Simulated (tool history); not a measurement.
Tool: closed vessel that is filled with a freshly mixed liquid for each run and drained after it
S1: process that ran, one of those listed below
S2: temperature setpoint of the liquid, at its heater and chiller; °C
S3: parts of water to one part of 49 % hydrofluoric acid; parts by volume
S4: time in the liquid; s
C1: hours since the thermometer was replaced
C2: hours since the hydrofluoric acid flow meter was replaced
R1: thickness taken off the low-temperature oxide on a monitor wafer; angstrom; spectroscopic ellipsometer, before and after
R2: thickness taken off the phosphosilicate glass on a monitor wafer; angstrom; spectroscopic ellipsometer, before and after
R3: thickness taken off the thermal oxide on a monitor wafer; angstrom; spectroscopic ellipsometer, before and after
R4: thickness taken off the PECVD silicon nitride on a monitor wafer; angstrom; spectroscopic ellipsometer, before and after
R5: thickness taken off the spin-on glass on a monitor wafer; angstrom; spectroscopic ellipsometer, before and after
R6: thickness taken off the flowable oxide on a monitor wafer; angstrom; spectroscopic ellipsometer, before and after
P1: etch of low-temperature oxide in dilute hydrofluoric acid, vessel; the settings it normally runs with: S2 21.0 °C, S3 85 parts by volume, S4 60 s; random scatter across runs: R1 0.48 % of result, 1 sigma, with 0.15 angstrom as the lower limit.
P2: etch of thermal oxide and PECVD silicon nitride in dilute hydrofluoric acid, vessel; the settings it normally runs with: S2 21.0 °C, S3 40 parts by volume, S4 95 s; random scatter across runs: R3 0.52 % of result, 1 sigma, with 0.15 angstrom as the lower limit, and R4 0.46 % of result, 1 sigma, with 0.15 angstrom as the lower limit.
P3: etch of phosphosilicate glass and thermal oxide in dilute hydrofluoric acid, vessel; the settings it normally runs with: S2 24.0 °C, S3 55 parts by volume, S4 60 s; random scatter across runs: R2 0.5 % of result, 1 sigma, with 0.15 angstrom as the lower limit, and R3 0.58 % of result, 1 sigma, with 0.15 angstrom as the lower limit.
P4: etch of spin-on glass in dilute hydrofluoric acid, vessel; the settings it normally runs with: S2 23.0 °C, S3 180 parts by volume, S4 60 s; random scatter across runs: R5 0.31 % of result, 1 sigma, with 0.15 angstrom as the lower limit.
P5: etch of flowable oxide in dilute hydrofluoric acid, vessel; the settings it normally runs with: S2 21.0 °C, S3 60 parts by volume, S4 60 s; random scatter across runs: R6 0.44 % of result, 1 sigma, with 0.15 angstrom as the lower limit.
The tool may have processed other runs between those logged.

run   hour  S1    S2   S3   S4     C1     C2       R1       R2       R3       R4      R5      R6
  1    3.3  P1  21.0   85   60  199.8  704.5  133.950
  2    7.5  P1  21.0   25   60  204.0  708.7  487.640
  3   10.3  P1  21.0   85   35  206.8  711.5   77.644
  4   12.9  P3  24.0   55   60  209.4  714.1           1302.80   54.533
  5   17.5  P2  21.0   40  185  214.0  718.7                    203.130  101.520
  6   21.0  P4  23.0   90   60  217.5  722.2                                      317.92
  7   25.7  P5  25.5   60   60  222.2  726.9                                              240.87
  8   30.7  P5  21.0   60   60  227.2  731.9                                              202.81
  9   36.5  P5  21.0   90   60  233.0  737.7                                              129.56
 10   41.4  P3  17.0   55   60  237.9  742.6            975.95   40.459
 11   45.4  P1  17.0   85   60  241.9  746.6  112.410
 12   48.2  P4  23.0  180  100  244.7  749.4                                      238.44
      50.5  -- thermometer replaced
 13   51.0  P4  17.0  180   60    0.6  752.2                                      113.83
 14   56.5  P3  24.0   30   60    6.1  757.7           2471.80  102.120
 15   61.8  P3  24.0   55   95   11.4  763.0           2078.70   85.185
 16   67.6  P2  21.0   40   95   17.2  768.8                    104.900   51.437
 17   71.0  P2  21.0   40   95   20.6  772.2                    104.440   51.788
 18   75.3  P1  28.0   85   60   24.9  776.5  176.800
 19   79.0  P1  21.0   85   60   28.6  780.2  132.700
 20   82.3  P1  25.0   85   30   31.9  783.5   77.817
 21   87.7  P5  21.0   60   95   37.3  788.9                                              320.81
 22   93.6  P2  21.0   20   95   43.2  794.8                    215.040  101.180
 23   98.5  P4  23.0  180   60   48.1  799.7                                      143.71
 24  102.3  P1  21.0  135   60   51.9  803.5   78.817
 25  105.5  P1  21.0   85  115   55.1  806.7  254.220
 26  108.8  P1  21.0   85   60   58.4  810.0  132.570
 27  113.4  P4  23.0  180   60   63.0  814.6                                      143.22
 28  116.9  P2  28.5   40   95   66.5  818.1                    143.140   85.835
 29  120.2  P1  21.0   85   60   69.8  821.4  133.280
 30  124.2  P1  21.0   40   90   73.8  825.4  444.810
 31  127.4  P1  21.0   85   60   77.0  828.6  132.570
 32  132.5  P1  21.0   85   60   82.1  833.7  133.400
 33  135.1  P1  21.0   85   60   84.7  836.3  130.400
 34  139.2  P1  21.0   85   60   88.8  840.4  127.360
 35  144.3  P1  21.0   85   60   93.9  845.5  123.500
 36  148.9  P1  21.0   85   60   98.5  850.1  123.110
 37  153.4  P1  21.0   85   60  103.0  854.6  122.110
 38  157.4  P1  21.0   85   60  107.0  858.6  119.980
 39  162.0  P1  21.0   85   60  111.6  863.2  120.130
 40  167.6  P1  21.0   85   60  117.2  868.8  121.820

P1 no longer gives what it gave before; its output has crept away from where it was. The following 2 causes, each at its listed size, fit the log equally well:
A: hydrofluoric acid flow below the setpoint (%) = 8.1
B: liquid colder than its thermometer reads (K) = 2.25
The drift started at roughly hour 132.5.

Listed below are the offered check runs, one wafer per run, with question marks in place of results. For which of them would the causes give clearly different outcomes?
check 1  173.2  P3  24.0   55   85               ?   ?
check 2  173.2  P4  17.0  180   60                           ?
check 3  173.2  P2  21.0   40  180                   ?   ?
check 4  173.2  P5  24.0   90   60                               ?

Expected result of each check under each candidate cause:
  check  result     if A     if B
check 1      R2  1696.10  1692.40
check 1      R3   70.179   70.025
check 2      R5   102.78   103.55
check 3      R3  181.160  179.820
check 3      R4   90.457   83.918
check 4      R6   133.36   133.84
How far apart the two closest causes lie, in the result that separates them most: check 1 0.22 %; check 2 0.74 %; check 3 7.5 %; check 4 0.36 %
Only check 3 tells the causes apart: in the others they would give nearly the same result.

The results of check 3 are: R3 180.220 angstrom; R4 83.049 angstrom. Based on these, which of the listed causes is it?

It was cause B: liquid colder than its thermometer reads (K).
